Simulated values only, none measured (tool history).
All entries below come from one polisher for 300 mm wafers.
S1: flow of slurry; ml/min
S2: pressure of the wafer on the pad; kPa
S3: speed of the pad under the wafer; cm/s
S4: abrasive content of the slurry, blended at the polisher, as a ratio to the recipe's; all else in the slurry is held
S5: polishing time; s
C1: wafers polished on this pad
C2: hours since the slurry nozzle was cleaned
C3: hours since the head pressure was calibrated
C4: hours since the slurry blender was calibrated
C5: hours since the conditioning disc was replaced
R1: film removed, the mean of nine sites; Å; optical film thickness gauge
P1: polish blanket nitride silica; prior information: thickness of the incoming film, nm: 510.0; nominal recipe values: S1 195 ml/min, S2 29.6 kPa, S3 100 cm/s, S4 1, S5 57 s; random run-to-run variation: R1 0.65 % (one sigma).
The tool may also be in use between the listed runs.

{"run": 1, "hour": 5.2, "S1": 195, "S2": 29.6, "S3": 100, "S4": 1, "S5": 57, "C1": 285, "C2": 384.5, "C3": 494, "C4": 97.8, "C5": 54.6, "R1": 430.48}
{"run": 2, "hour": 9.3, "S1": 195, "S2": 29.6, "S3": 100, "S4": 1, "S5": 89, "C1": 345, "C2": 388.6, "C3": 498.1, "C4": 101.9, "C5": 58.7, "R1": 678}
{"run": 3, "hour": 12.2, "S1": 115, "S2": 29.6, "S3": 100, "S4": 1, "S5": 57, "C1": 387, "C2": 391.5, "C3": 501, "C4": 104.8, "C5": 61.6, "R1": 392.58}
{"run": 4, "hour": 17.3, "S1": 195, "S2": 29.6, "S3": 100, "S4": 1, "S5": 26, "C1": 462, "C2": 396.6, "C3": 506.1, "C4": 109.9, "C5": 66.7, "R1": 197.03}
{"run": 5, "hour": 20.8, "S1": 195, "S2": 29.6, "S3": 44, "S4": 1, "S5": 57, "C1": 513, "C2": 400.1, "C3": 509.6, "C4": 113.4, "C5": 70.2, "R1": 224.32}
{"run": 6, "hour": 24.4, "S1": 195, "S2": 29.6, "S3": 100, "S4": 1, "S5": 57, "C1": 566, "C2": 403.7, "C3": 513.2, "C4": 117, "C5": 73.8, "R1": 439.68}
{"run": 7, "hour": 28.2, "S1": 195, "S2": 29.6, "S3": 150, "S4": 1, "S5": 57, "C1": 621, "C2": 407.5, "C3": 517, "C4": 120.8, "C5": 77.6, "R1": 601.65}
{"run": 8, "hour": 32.6, "S1": 195, "S2": 29.6, "S3": 100, "S4": 1, "S5": 57, "C1": 685, "C2": 411.9, "C3": 521.4, "C4": 125.2, "C5": 82, "R1": 437.32}
{"hour": 35.1, "done": "slurry blender recalibrated"}
{"run": 9, "hour": 37.1, "S1": 195, "S2": 29.6, "S3": 100, "S4": 1, "S5": 57, "C1": 751, "C2": 416.4, "C3": 525.9, "C4": 2.1, "C5": 86.5, "R1": 438.1}
{"run": 10, "hour": 39.7, "S1": 195, "S2": 17.2, "S3": 100, "S4": 1, "S5": 57, "C1": 789, "C2": 419, "C3": 528.5, "C4": 4.7, "C5": 89.1, "R1": 252.67}
{"run": 11, "hour": 44.2, "S1": 195, "S2": 29.6, "S3": 100, "S4": 0.6, "S5": 57, "C1": 855, "C2": 423.5, "C3": 533, "C4": 9.2, "C5": 93.6, "R1": 327.72}
{"hour": 46.6, "done": "worn pad replaced by a new one"}
{"run": 12, "hour": 46.8, "S1": 195, "S2": 44.8, "S3": 100, "S4": 0.65, "S5": 57, "C1": 3, "C2": 426.1, "C3": 535.6, "C4": 11.8, "C5": 96.2, "R1": 524.68}
{"run": 13, "hour": 52.0, "S1": 290, "S2": 29.6, "S3": 100, "S4": 1, "S5": 57, "C1": 79, "C2": 431.3, "C3": 540.8, "C4": 17, "C5": 101.4, "R1": 453.23}
{"run": 14, "hour": 56.5, "S1": 195, "S2": 45.5, "S3": 100, "S4": 1, "S5": 57, "C1": 145, "C2": 435.8, "C3": 545.3, "C4": 21.5, "C5": 105.9, "R1": 665.05}
{"run": 15, "hour": 58.9, "S1": 195, "S2": 29.6, "S3": 100, "S4": 1.4, "S5": 57, "C1": 180, "C2": 438.2, "C3": 547.7, "C4": 23.9, "C5": 108.3, "R1": 498.88}
{"run": 16, "hour": 62.9, "S1": 195, "S2": 29.6, "S3": 100, "S4": 1, "S5": 57, "C1": 238, "C2": 442.2, "C3": 551.7, "C4": 27.9, "C5": 112.3, "R1": 436.35}
{"run": 17, "hour": 66.6, "S1": 195, "S2": 29.6, "S3": 100, "S4": 1, "S5": 57, "C1": 292, "C2": 445.9, "C3": 555.4, "C4": 31.6, "C5": 116, "R1": 420.63}
{"run": 18, "hour": 68.9, "S1": 195, "S2": 29.6, "S3": 100, "S4": 1, "S5": 57, "C1": 326, "C2": 448.2, "C3": 557.7, "C4": 33.9, "C5": 118.3, "R1": 409.4}
{"run": 19, "hour": 73.8, "S1": 195, "S2": 29.6, "S3": 100, "S4": 1, "S5": 57, "C1": 397, "C2": 453.1, "C3": 562.6, "C4": 38.8, "C5": 123.2, "R1": 400.03}
{"run": 20, "hour": 77.3, "S1": 195, "S2": 29.6, "S3": 100, "S4": 1, "S5": 57, "C1": 448, "C2": 456.6, "C3": 566.1, "C4": 42.3, "C5": 126.7, "R1": 396.92}

Run 21 has not been measured yet. What should we expect?
{"run": 21, "hour": 80.9, "S1": 195, "S2": 29.6, "S3": 100, "S4": 1, "S5": 57, "C1": 501, "C2": 460.2, "C3": 569.7, "C4": 45.9, "C5": 130.3, "R1": "?"}

For run 21 the tool returned R1 393.36 Å.
